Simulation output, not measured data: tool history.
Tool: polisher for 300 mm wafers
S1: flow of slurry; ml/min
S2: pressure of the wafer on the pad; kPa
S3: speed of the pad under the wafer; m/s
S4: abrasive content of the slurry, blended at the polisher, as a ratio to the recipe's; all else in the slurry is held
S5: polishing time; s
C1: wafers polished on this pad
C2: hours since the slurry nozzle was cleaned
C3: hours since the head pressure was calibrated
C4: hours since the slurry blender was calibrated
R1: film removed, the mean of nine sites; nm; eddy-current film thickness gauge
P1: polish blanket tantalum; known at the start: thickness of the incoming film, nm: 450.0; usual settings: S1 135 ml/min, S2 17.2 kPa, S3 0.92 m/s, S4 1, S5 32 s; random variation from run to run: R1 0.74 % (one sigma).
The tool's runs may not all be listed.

run   hour   S1    S2    S3    S4  S5    C1     C2      C3     C4      R1
  1      8  135  17.2  0.92     1  32   824  447.3   929.5  338.2  68.435
  2   14.4  135  17.2  0.92     1  32   893  453.7   935.9  344.6  67.962
  3   22.1  135  17.2  0.44     1  32   976  461.4   943.6  352.3  32.456
  4   27.8  135  17.2  1.46     1  32  1037  467.1   949.3    358  108.49
  5     35  195  17.2  0.92   1.3  32  1115  474.3   956.5  365.2  77.423
  6   45.1  200  17.2  0.92     1  32  1224  484.4   966.6  375.3   72.09
  7   54.4  135  26.2   1.3     1  32  1325  493.7   975.9  384.6  147.07
  8   65.7  135  17.2  0.92     1  32  1447    505   987.2  395.9  67.544
  9   78.4  135  17.2  0.92     1  17  1584  517.7   999.9  408.6  36.004
 10   85.3  135  17.2  0.92     1  32  1659  524.6  1006.8  415.5  68.822
      90.4  -- slurry blender recalibrated
 11   95.7  135  17.2  0.92     1  50  1771    535  1017.2    5.4  104.49
 12  104.5  135  25.5  0.92     1  32  1866  543.8    1026   14.2  100.89
 13  113.8  135   7.6  0.92     1  32  1967  553.1  1035.3   23.5  29.603
 14  125.8  135  17.2  0.92  1.45  32  2096  565.1  1047.3   35.5  74.438
 15  133.5  135  17.2  0.92   0.7  32  2180  572.8    1055   43.2  60.595
     139.9  -- head pressure recalibrated
 16    143   80  17.2  0.92     1  45  2282  582.3     3.2   52.7  85.137
 17  150.8  135  17.2  0.92     1  32  2367  590.1      11   60.5  67.124
 18  158.4  135  17.2  0.92     1  32  2449  597.7    18.6   68.1  67.935
 19  166.2   80  17.2  0.92     1  32  2533  605.5    26.4   75.9  59.597
 20  172.2  135  17.2  0.92     1  32  2598  611.5    32.4   81.9  68.405
 21  177.9  135  17.2  0.92     1  32  2659  617.2    38.1   87.6  66.489
 22  186.2  135  17.2  0.92     1  32  2749  625.5    46.4   95.9  64.913
 23  193.9  135  17.2  0.92     1  32  2832  633.2    54.1  103.6  63.733
 24  204.7  135  17.2  0.92     1  32  2949    644    64.9  114.4  61.451
 25  215.1  135  17.2  0.92     1  32  3061  654.4    75.3  124.8  61.583
     216.4  -- worn pad replaced by a new one
     220.2  -- head pressure recalibrated
 26  226.3  135  17.2  0.92     1  32   107  665.6     6.2    136  61.276
 27  238.1  135  17.2  0.92     1  32   235  677.4      18  147.8  60.551

What P1 gives has crept away from where it was. These 2 causes fit the log equally well, each at the size given:
A: abrasive missing from the slurry, % = 29.7
B: slurry flow missing at the pad, % = 37.9
The creep began at about hour 172.2.
Why every other cause is out:
removal rate lost through wear of the pad, %: serviced at hour 216.4, which brought nothing back
head's pressure below its setpoint, %: serviced at hour 220.2, which brought nothing back

4 check runs are offered, each on 5 wafers whose results are averaged, their results left as question marks. Which one tells the causes apart?
check 1  249.9  135  24.1  0.92    1  32                   ?
check 2  249.9  135  17.2  0.92  1.4  50                   ?
check 3  249.9  135  17.2  1.32    1  32                   ?
check 4  249.9  135  17.2  1.42    1  32                   ?

What each check would give under each cause:
  check  result    if A    if B
check 1      R1   85.16  85.152
check 2      R1  106.03  103.48
check 3      R1  87.276  87.268
check 4      R1  93.887  93.879
How far apart the two closest causes lie, in the result that separates them most: check 1 0.01 %; check 2 2.43 %; check 3 0.01 %; check 4 0.01 %
Check 2 tells the causes apart: in the others they would give nearly the same result.

Check 2 was then run and gave: R1 103.04 nm. Which cause is it?

It is B: slurry flow missing at the pad, %.
